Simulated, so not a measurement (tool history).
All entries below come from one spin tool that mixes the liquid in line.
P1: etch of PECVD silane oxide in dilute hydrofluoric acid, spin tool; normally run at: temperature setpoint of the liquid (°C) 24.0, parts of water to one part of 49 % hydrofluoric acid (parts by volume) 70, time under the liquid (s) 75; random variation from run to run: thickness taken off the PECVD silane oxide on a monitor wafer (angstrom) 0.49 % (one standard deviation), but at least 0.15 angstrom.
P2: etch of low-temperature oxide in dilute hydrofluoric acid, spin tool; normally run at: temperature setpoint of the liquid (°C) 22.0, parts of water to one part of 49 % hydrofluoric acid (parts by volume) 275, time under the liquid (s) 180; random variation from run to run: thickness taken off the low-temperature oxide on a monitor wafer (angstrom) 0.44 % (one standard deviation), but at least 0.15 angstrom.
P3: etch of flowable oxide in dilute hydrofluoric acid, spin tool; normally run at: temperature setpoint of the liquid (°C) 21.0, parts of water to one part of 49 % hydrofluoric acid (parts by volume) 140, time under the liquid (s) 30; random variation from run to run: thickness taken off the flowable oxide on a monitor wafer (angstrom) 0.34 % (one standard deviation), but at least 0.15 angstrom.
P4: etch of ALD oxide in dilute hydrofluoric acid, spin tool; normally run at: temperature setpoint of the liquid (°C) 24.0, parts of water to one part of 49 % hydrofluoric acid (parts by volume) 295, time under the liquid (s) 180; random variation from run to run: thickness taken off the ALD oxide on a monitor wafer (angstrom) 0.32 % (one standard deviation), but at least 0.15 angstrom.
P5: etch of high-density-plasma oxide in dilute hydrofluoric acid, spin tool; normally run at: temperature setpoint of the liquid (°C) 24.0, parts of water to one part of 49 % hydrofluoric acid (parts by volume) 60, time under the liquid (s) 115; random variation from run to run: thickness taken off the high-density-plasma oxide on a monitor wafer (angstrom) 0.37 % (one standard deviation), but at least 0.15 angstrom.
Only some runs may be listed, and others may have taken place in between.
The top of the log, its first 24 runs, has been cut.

run	hour	process that ran	temperature setpoint of the liquid (°C)	parts of water to one part of 49 % hydrofluoric acid (parts by volume)	time under the liquid (s)	hours since the thermometer was replaced	hours since the hydrofluoric acid flow meter was replaced	thickness taken off the PECVD silane oxide on a monitor wafer (angstrom)	thickness taken off the ALD oxide on a monitor wafer (angstrom)	thickness taken off the flowable oxide on a monitor wafer (angstrom)	thickness taken off the high-density-plasma oxide on a monitor wafer (angstrom)	thickness taken off the low-temperature oxide on a monitor wafer (angstrom)
25	293.0	P2	22.0	275	25	1515.6	933.3					7.224
26	304.0	P1	24.0	20	75	1526.6	944.3	1133.200				
27	317.5	P1	24.0	70	75	1540.1	957.8	305.570				
28	331.1	P1	31.0	70	75	1553.7	971.4	398.480				
29	346.1	P1	24.0	70	75	1568.7	986.4	302.950				
30	359.3	P4	24.0	295	180	1581.9	999.6		69.758			
31	369.2	P3	21.0	140	15	1591.8	1009.5			34.352		
32	379.5	P1	28.5	70	120	1602.1	1019.8	582.180				
33	391.5	P1	24.0	110	75	1614.1	1031.8	185.340				
34	403.3	P1	24.0	70	75	1625.9	1043.6	305.350				
35	416.6	P1	24.0	70	75	1639.2	1056.9	315.100				
36	430.2	P1	24.0	70	75	1652.8	1070.5	319.940				
37	437.1	P1	24.0	70	75	1659.7	1077.4	322.240				
38	450.2	P1	24.0	70	75	1672.8	1090.5	325.810				

Run 39 is up next; what results do you expect?
39	463.4	P1	24.0	70	75	1686.0	1103.7	?				

thickness taken off the PECVD silane oxide on a monitor wafer (angstrom): 327.800
